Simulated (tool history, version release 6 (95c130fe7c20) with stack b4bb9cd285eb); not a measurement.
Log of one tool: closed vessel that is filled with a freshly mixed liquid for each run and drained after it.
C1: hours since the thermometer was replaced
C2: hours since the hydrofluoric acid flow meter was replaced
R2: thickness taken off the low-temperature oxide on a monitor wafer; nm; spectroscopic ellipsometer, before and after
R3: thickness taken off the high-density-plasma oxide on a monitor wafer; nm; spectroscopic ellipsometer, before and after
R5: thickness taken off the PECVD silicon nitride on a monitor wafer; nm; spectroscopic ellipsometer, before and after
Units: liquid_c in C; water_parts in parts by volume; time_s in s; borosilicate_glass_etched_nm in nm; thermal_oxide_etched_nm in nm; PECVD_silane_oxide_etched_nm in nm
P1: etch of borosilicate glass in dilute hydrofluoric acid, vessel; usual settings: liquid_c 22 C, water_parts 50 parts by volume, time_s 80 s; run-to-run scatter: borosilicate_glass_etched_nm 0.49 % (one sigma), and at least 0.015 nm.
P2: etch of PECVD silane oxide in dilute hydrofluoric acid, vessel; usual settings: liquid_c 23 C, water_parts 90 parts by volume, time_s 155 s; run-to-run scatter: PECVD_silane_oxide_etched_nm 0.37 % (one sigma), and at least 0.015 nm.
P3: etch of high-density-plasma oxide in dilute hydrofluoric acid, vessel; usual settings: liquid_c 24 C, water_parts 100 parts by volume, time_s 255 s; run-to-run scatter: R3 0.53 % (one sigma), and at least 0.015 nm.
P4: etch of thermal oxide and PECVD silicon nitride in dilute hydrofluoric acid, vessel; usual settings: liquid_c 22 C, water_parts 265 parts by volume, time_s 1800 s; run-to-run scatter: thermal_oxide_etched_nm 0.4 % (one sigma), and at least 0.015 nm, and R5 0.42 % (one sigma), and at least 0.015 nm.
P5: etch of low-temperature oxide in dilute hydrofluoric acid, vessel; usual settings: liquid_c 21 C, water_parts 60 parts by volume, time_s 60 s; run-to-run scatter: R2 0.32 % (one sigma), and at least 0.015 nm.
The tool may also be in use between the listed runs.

Run 1, hour 14.2: process P1, liquid_c 22 C, water_parts 50 parts by volume, time_s 80 s; C1 943; C2 1029.6. Result: borosilicate_glass_etched_nm 39.771 nm.
Run 2, hour 23.4: process P5, liquid_c 17 C, water_parts 60 parts by volume, time_s 60 s; C1 952.2; C2 1038.8. Result: R2 22.137 nm.
Run 3, hour 37.2: process P1, liquid_c 22 C, water_parts 30 parts by volume, time_s 140 s; C1 966; C2 1052.6. Result: borosilicate_glass_etched_nm 119.3 nm.
Run 4, hour 50.7: process P3, liquid_c 24 C, water_parts 100 parts by volume, time_s 425 s; C1 979.5; C2 1066.1. Result: R3 20.975 nm.
Run 5, hour 64.4: process P1, liquid_c 22 C, water_parts 85 parts by volume, time_s 125 s; C1 993.2; C2 1079.8. Result: borosilicate_glass_etched_nm 35.002 nm.
Run 6, hour 73.4: process P1, liquid_c 22 C, water_parts 25 parts by volume, time_s 80 s; C1 1002.2; C2 1088.8. Result: borosilicate_glass_etched_nm 82.153 nm.
Run 7, hour 82.2: process P1, liquid_c 22 C, water_parts 50 parts by volume, time_s 80 s; C1 1011; C2 1097.6. Result: borosilicate_glass_etched_nm 39.678 nm.
At hour 91.8: thermometer replaced.
Run 8, hour 92.1: process P4, liquid_c 22 C, water_parts 265 parts by volume, time_s 380 s; C1 0.4; C2 1107.5. Result: thermal_oxide_etched_nm 4.8883 nm, R5 2.2097 nm.
Run 9, hour 102.1: process P2, liquid_c 23 C, water_parts 90 parts by volume, time_s 155 s; C1 10.4; C2 1117.5. Result: PECVD_silane_oxide_etched_nm 42.629 nm.
Run 10, hour 112.2: process P1, liquid_c 26.5 C, water_parts 50 parts by volume, time_s 80 s; C1 20.5; C2 1127.6. Result: borosilicate_glass_etched_nm 47.39 nm.
Run 11, hour 123.2: process P1, liquid_c 22 C, water_parts 50 parts by volume, time_s 80 s; C1 31.5; C2 1138.6. Result: borosilicate_glass_etched_nm 39.407 nm.
Run 12, hour 136: process P1, liquid_c 22 C, water_parts 50 parts by volume, time_s 80 s; C1 44.3; C2 1151.4. Result: borosilicate_glass_etched_nm 39.516 nm.
Run 13, hour 148.5: process P3, liquid_c 24 C, water_parts 100 parts by volume, time_s 255 s; C1 56.8; C2 1163.9. Result: R3 12.747 nm.
Run 14, hour 162.1: process P1, liquid_c 22 C, water_parts 50 parts by volume, time_s 140 s; C1 70.4; C2 1177.5. Result: borosilicate_glass_etched_nm 68.663 nm.
Run 15, hour 178.6: process P5, liquid_c 21 C, water_parts 60 parts by volume, time_s 60 s; C1 86.9; C2 1194. Result: R2 26.202 nm.
Run 16, hour 189.2: process P2, liquid_c 23 C, water_parts 90 parts by volume, time_s 230 s; C1 97.5; C2 1204.6. Result: PECVD_silane_oxide_etched_nm 63.313 nm.
Run 17, hour 198.6: process P1, liquid_c 22 C, water_parts 85 parts by volume, time_s 80 s; C1 106.9; C2 1214. Result: borosilicate_glass_etched_nm 22.464 nm.
Run 18, hour 210.9: process P1, liquid_c 22 C, water_parts 50 parts by volume, time_s 30 s; C1 119.2; C2 1226.3. Result: borosilicate_glass_etched_nm 14.792 nm.
Run 19, hour 222.5: process P1, liquid_c 22 C, water_parts 50 parts by volume, time_s 80 s; C1 130.8; C2 1237.9. Result: borosilicate_glass_etched_nm 39.602 nm.
Run 20, hour 235.5: process P2, liquid_c 19 C, water_parts 90 parts by volume, time_s 155 s; C1 143.8; C2 1250.9. Result: PECVD_silane_oxide_etched_nm 36.167 nm.
Run 21, hour 244.8: process P5, liquid_c 21 C, water_parts 110 parts by volume, time_s 60 s; C1 153.1; C2 1260.2. Result: R2 13.457 nm.
Run 22, hour 256.3: process P5, liquid_c 21 C, water_parts 60 parts by volume, time_s 30 s; C1 164.6; C2 1271.7. Result: R2 13.168 nm.
Run 23, hour 270.9: process P4, liquid_c 29.5 C, water_parts 265 parts by volume, time_s 1800 s; C1 179.2; C2 1286.3. Result: thermal_oxide_etched_nm 30.165 nm, R5 16.457 nm.
Run 24, hour 281: process P5, liquid_c 21 C, water_parts 60 parts by volume, time_s 60 s; C1 189.3; C2 1296.4. Result: R2 26.254 nm.
Run 25, hour 289.7: process P4, liquid_c 22 C, water_parts 165 parts by volume, time_s 1800 s; C1 198; C2 1305.1. Result: thermal_oxide_etched_nm 40.826 nm, R5 16.499 nm.
Run 26, hour 297.7: process P3, liquid_c 19.5 C, water_parts 100 parts by volume, time_s 255 s; C1 206; C2 1313.1. Result: R3 10.637 nm.
Run 27, hour 308.7: process P4, liquid_c 22 C, water_parts 265 parts by volume, time_s 1800 s; C1 217; C2 1324.1. Result: thermal_oxide_etched_nm 22.959 nm, R5 10.369 nm.
Run 28, hour 319: process P2, liquid_c 23 C, water_parts 145 parts by volume, time_s 155 s; C1 227.3; C2 1334.4. Result: PECVD_silane_oxide_etched_nm 24.742 nm.
Run 29, hour 331.6: process P4, liquid_c 22 C, water_parts 265 parts by volume, time_s 1800 s; C1 239.9; C2 1347. Result: thermal_oxide_etched_nm 22.991 nm, R5 10.367 nm.
Run 30, hour 348.1: process P1, liquid_c 22 C, water_parts 25 parts by volume, time_s 30 s; C1 256.4; C2 1363.5. Result: borosilicate_glass_etched_nm 30.907 nm.
Run 31, hour 355.5: process P1, liquid_c 22 C, water_parts 50 parts by volume, time_s 80 s; C1 263.8; C2 1370.9. Result: borosilicate_glass_etched_nm 39.564 nm.
Run 32, hour 364.4: process P1, liquid_c 17 C, water_parts 50 parts by volume, time_s 80 s; C1 272.7; C2 1379.8. Result: borosilicate_glass_etched_nm 31.957 nm.
Run 33, hour 376.3: process P3, liquid_c 24 C, water_parts 145 parts by volume, time_s 255 s; C1 284.6; C2 1391.7. Result: R3 8.3783 nm.
Run 34, hour 387: process P1, liquid_c 22 C, water_parts 50 parts by volume, time_s 80 s; C1 295.3; C2 1402.4. Result: borosilicate_glass_etched_nm 39.866 nm.
Run 35, hour 401.6: process P1, liquid_c 22 C, water_parts 50 parts by volume, time_s 80 s; C1 309.9; C2 1417. Result: borosilicate_glass_etched_nm 40.733 nm.
Run 36, hour 417.4: process P1, liquid_c 22 C, water_parts 50 parts by volume, time_s 80 s; C1 325.7; C2 1432.8. Result: borosilicate_glass_etched_nm 41.447 nm.
Run 37, hour 429.1: process P1, liquid_c 22 C, water_parts 50 parts by volume, time_s 80 s; C1 337.4; C2 1444.5. Result: borosilicate_glass_etched_nm 42.1 nm.
Run 38, hour 439.9: process P1, liquid_c 22 C, water_parts 50 parts by volume, time_s 80 s; C1 348.2; C2 1455.3. Result: borosilicate_glass_etched_nm 42.139 nm.
Run 39, hour 449.5: process P1, liquid_c 22 C, water_parts 50 parts by volume, time_s 80 s; C1 357.8; C2 1464.9. Result: borosilicate_glass_etched_nm 42.687 nm.
Run 40, hour 460: process P1, liquid_c 22 C, water_parts 50 parts by volume, time_s 80 s; C1 368.3; C2 1475.4. Result: borosilicate_glass_etched_nm 42.214 nm.
Run 41, hour 472.3: process P1, liquid_c 22 C, water_parts 50 parts by volume, time_s 80 s; C1 380.6; C2 1487.7. Result: borosilicate_glass_etched_nm 42.438 nm.
Run 42, hour 486.9: process P1, liquid_c 22 C, water_parts 50 parts by volume, time_s 80 s; C1 395.2; C2 1502.3. Result: borosilicate_glass_etched_nm 42.841 nm.
Run 43, hour 496.5: process P1, liquid_c 22 C, water_parts 50 parts by volume, time_s 80 s; C1 404.8; C2 1511.9. Result: borosilicate_glass_etched_nm 43.115 nm.
Run 44, hour 506: process P1, liquid_c 22 C, water_parts 50 parts by volume, time_s 80 s; C1 414.3; C2 1521.4. Result: borosilicate_glass_etched_nm 43.012 nm.

What P1 gives has crept away from where it was. These 2 causes fit the log equally well, each at the size given:
A: hydrofluoric acid flow above the setpoint (%) = 7.63
B: liquid hotter than its thermometer reads (K) = 1.89
The creep began at about hour 387.

4 check runs are offered, one wafer each, their results left as question marks. Which one tells the causes apart?
Run check 1, hour 515.5: process P2, liquid_c 23 C, water_parts 90 parts by volume, time_s 155 s. Result: PECVD_silane_oxide_etched_nm ?.
Run check 2, hour 515.5: process P5, liquid_c 21 C, water_parts 60 parts by volume, time_s 60 s. Result: R2 ?.
Run check 3, hour 515.5: process P3, liquid_c 24 C, water_parts 100 parts by volume, time_s 255 s. Result: R3 ?.
Run check 4, hour 515.5: process P4, liquid_c 22 C, water_parts 265 parts by volume, time_s 1800 s. Result: thermal_oxide_etched_nm ?, R5 ?.

What each check would give under each cause:
  check                        result    if A    if B
check 1  PECVD_silane_oxide_etched_nm  46.212  45.942
check 2                            R2  28.451  28.446
check 3                            R3   13.83  13.719
check 4       thermal_oxide_etched_nm  25.324  24.726
check 4                            R5  11.187  11.712
How far apart the two closest causes lie, in the result that separates them most: check 1 0.59 %; check 2 0.02 %; check 3 0.81 %; check 4 4.59 %
Check 4 tells the causes apart: in the others they would give nearly the same result.

Then check 4 was run and gave: thermal_oxide_etched_nm 24.88 nm; R5 11.788 nm. Which cause is it?

It is B: liquid hotter than its thermometer reads (K).

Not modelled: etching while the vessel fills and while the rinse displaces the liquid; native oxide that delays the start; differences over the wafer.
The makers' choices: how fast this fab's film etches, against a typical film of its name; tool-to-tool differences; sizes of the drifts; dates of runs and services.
